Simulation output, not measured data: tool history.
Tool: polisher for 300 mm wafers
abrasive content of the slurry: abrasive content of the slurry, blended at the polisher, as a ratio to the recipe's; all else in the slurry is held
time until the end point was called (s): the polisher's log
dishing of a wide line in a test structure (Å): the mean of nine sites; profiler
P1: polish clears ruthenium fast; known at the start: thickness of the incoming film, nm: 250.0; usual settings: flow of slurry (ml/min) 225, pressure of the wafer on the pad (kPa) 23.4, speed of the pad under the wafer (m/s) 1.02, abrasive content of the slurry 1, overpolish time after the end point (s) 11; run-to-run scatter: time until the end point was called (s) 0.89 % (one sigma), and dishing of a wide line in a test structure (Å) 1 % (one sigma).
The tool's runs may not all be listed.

run   hour  flow of slurry (ml/min)  pressure of the wafer on the pad (kPa)  speed of the pad under the wafer (m/s)  abrasive content of the slurry  overpolish time after the end point (s)  wafers polished on this pad  hours since the slurry nozzle was cleaned  hours since the head pressure was calibrated  hours since the slurry blender was calibrated  time until the end point was called (s)  dishing of a wide line in a test structure (Å)
  1    7.9                      225                                    23.4                                    1.02                               1                                       11                         1190                                      437.7                                         389.1                                          183.5                                   59.792                                          380.86
  2     16                      225                                    23.4                                     0.7                               1                                       11                         1309                                      445.8                                         397.2                                          191.6                                   88.093                                          268.68
  3   22.4                      225                                    23.4                                    1.02                             0.5                                       11                         1404                                      452.2                                         403.6                                            198                                    89.31                                          270.09
  4   31.3                      225                                    23.4                                    1.02                               1                                       21                         1535                                      461.1                                         412.5                                          206.9                                   61.231                                          650.73
  5   40.3                      350                                    23.4                                    1.02                               1                                       11                         1668                                      470.1                                         421.5                                          215.9                                   58.492                                          394.62
  6   48.7                      225                                    23.4                                    1.02                               1                                       11                         1792                                      478.5                                         429.9                                          224.3                                   61.642                                          377.55
  7   57.4                      135                                    23.4                                    1.02                               1                                       11                         1920                                      487.2                                         438.6                                            233                                   66.261                                           350.9
  8   66.1                      225                                    23.4                                    1.02                            1.45                                       11                         2048                                      495.9                                         447.3                                          241.7                                   52.464                                          423.46
  9   77.7                      225                                    10.3                                    1.02                               1                                       11                         2219                                      507.5                                         458.9                                          253.3                                   137.58                                           176.6
 10   87.7                      225                                    23.4                                    1.02                               1                                       11                         2367                                      517.5                                         468.9                                          263.3                                   60.034                                          378.51
 11   97.1                      225                                    23.4                                    1.48                             0.7                                       11                         2505                                      526.9                                         478.3                                          272.7                                   49.628                                          456.43
 12  108.3                      225                                    23.4                                    1.02                               1                                       11                         2670                                      538.1                                         489.5                                          283.9                                   60.437                                          380.18
 13    114                      225                                    23.4                                    1.02                               1                                        3                         2755                                      543.8                                         495.2                                          289.6                                   60.289                                          114.77
 14  122.1                      225                                      31                                    1.02                               1                                       11                         2874                                      551.9                                         503.3                                          297.7                                    46.35                                          488.88
 15  133.7                      225                                    23.4                                    1.02                               1                                       11                         3045                                      563.5                                         514.9                                          309.3                                   61.218                                          375.87
 16  142.9                      225                                    23.4                                    1.58                               1                                       11                         3181                                      572.7                                         524.1                                          318.5                                   39.317                                          554.81
 17  155.1                      225                                    23.4                                    1.02                               1                                       11                         3361                                      584.9                                         536.3                                          330.7                                   60.247                                          378.53
 18  166.9                      225                                    23.4                                    1.02                               1                                       11                         3535                                      596.7                                         548.1                                          342.5                                   63.764                                          366.49
 19  172.9                      225                                    23.4                                    1.02                               1                                       11                         3623                                      602.7                                         554.1                                          348.5                                   64.862                                             357
 20  182.9                      225                                    23.4                                    1.02                               1                                       11                         3770                                      612.7                                         564.1                                          358.5                                   66.538                                          351.46
 21    192                      225                                    23.4                                    1.02                               1                                       11                         3905                                      621.8                                         573.2                                          367.6                                   66.633                                          351.25
 22  198.4                      225                                    23.4                                    1.02                               1                                       11                         3999                                      628.2                                         579.6                                            374                                   67.063                                          345.37
 23  206.1                      225                                    23.4                                    1.02                               1                                       11                         4113                                      635.9                                         587.3                                          381.7                                   67.101                                           343.1
     210.9  -- head pressure recalibrated
     211.2  -- slurry nozzle cleaned
 24  215.9                      225                                    23.4                                    1.02                               1                                       11                         4257                                        4.8                                             5                                          391.5                                   66.961                                          345.42
 25  223.4                      225                                    23.4                                    1.02                               1                                       11                         4368                                       12.3                                          12.5                                            399                                   67.744                                          342.67
 26  231.6                      225                                    23.4                                    1.02                               1                                       11                         4489                                       20.5                                          20.7                                          407.2                                   68.958                                          339.81
 27  237.3                      225                                    23.4                                    1.02                               1                                       11                         4573                                       26.2                                          26.4                                          412.9                                   68.365                                          343.61

What P1 gives has crept away from where it was. These 2 causes fit the log equally well, each at the size given:
A: removal rate lost through wear of the pad, % = 10.4
B: abrasive missing from the slurry, % = 20.3
The creep began at about hour 155.1.
Why every other cause is out:
slurry flow missing at the pad, %: serviced at hour 211.2, which brought nothing back
head's pressure below its setpoint, %: serviced at hour 210.9, which brought nothing back

4 check runs are offered, each on 5 wafers whose results are averaged, their results left as question marks. Which one tells the causes apart?
check 1   243                      315                                    23.4                                    1.02                               1                                       19                                                                                                                                                                                                             ?                                               ?
check 2   243                      225                                    14.5                                    1.58                               1                                       11                                                                                                                                                                                                             ?                                               ?
check 3   243                      225                                      11                                    1.02                             0.6                                       11                                                                                                                                                                                                             ?                                               ?
check 4   243                      225                                    23.4                                    1.48                               1                                       11                                                                                                                                                                                                             ?                                               ?

What each check would give under each cause:
  check                                          result    if A    if B
check 1         time until the end point was called (s)  65.698  65.681
check 1  dishing of a wide line in a test structure (Å)  570.18  570.31
check 2         time until the end point was called (s)  71.037  71.018
check 2  dishing of a wide line in a test structure (Å)  329.95  330.03
check 3         time until the end point was called (s)  188.19  193.59
check 3  dishing of a wide line in a test structure (Å)  131.86  128.31
check 4         time until the end point was called (s)   46.84  46.828
check 4  dishing of a wide line in a test structure (Å)  477.66  477.77
How far apart the two closest causes lie, in the result that separates them most: check 1 0.03 %; check 2 0.03 %; check 3 2.83 %; check 4 0.03 %
Only check 3 tells the causes apart: in the others they would give nearly the same result.

Check 3 was then run and gave: time until the end point was called (s) 188.89; dishing of a wide line in a test structure (Å) 131.97. Which cause is it?

It is A: removal rate lost through wear of the pad, %.
